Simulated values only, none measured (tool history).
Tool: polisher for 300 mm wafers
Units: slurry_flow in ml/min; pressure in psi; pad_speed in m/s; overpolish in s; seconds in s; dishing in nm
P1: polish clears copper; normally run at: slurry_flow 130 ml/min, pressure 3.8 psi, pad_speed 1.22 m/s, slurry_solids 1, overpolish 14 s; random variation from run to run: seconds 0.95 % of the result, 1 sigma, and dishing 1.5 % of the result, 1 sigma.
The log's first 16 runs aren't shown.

Run 17, hour 61.6: slurry_flow 130 ml/min, pressure 3.8 psi, pad_speed 1.22 m/s, slurry_solids 1, overpolish 14 s. Result: seconds 91.603 s, dishing 36.207 nm.
Run 18, hour 65.1: slurry_flow 130 ml/min, pressure 3.8 psi, pad_speed 1.22 m/s, slurry_solids 1, overpolish 14 s. Result: seconds 92.478 s, dishing 36.044 nm.
Run 19, hour 67.7: slurry_flow 130 ml/min, pressure 3.8 psi, pad_speed 1.22 m/s, slurry_solids 1, overpolish 14 s. Result: seconds 92.118 s, dishing 35.029 nm.
Run 20, hour 71.7: slurry_flow 130 ml/min, pressure 3.8 psi, pad_speed 1.22 m/s, slurry_solids 1, overpolish 14 s. Result: seconds 93.804 s, dishing 34.342 nm.
Run 21, hour 76.7: slurry_flow 130 ml/min, pressure 3.8 psi, pad_speed 1.22 m/s, slurry_solids 1, overpolish 14 s. Result: seconds 95.493 s, dishing 35.747 nm.
Run 22, hour 80.2: slurry_flow 130 ml/min, pressure 3.8 psi, pad_speed 1.22 m/s, slurry_solids 1, overpolish 14 s. Result: seconds 94.978 s, dishing 35.594 nm.
Run 23, hour 82.7: slurry_flow 130 ml/min, pressure 3.8 psi, pad_speed 1.22 m/s, slurry_solids 1, overpolish 14 s. Result: seconds 98.027 s, dishing 34.285 nm.
At hour 85: head pressure recalibrated.
Run 24, hour 86.4: slurry_flow 130 ml/min, pressure 3.8 psi, pad_speed 1.22 m/s, slurry_solids 1, overpolish 14 s. Result: seconds 96.684 s, dishing 34.173 nm.

Run 25 comes next. What will it give?
Run 25, hour 90.4: slurry_flow 130 ml/min, pressure 3.8 psi, pad_speed 1.22 m/s, slurry_solids 1, overpolish 14 s. Result: seconds ?, dishing ?.

{"run 25": {"seconds": 97.607, "dishing": 35.161}}
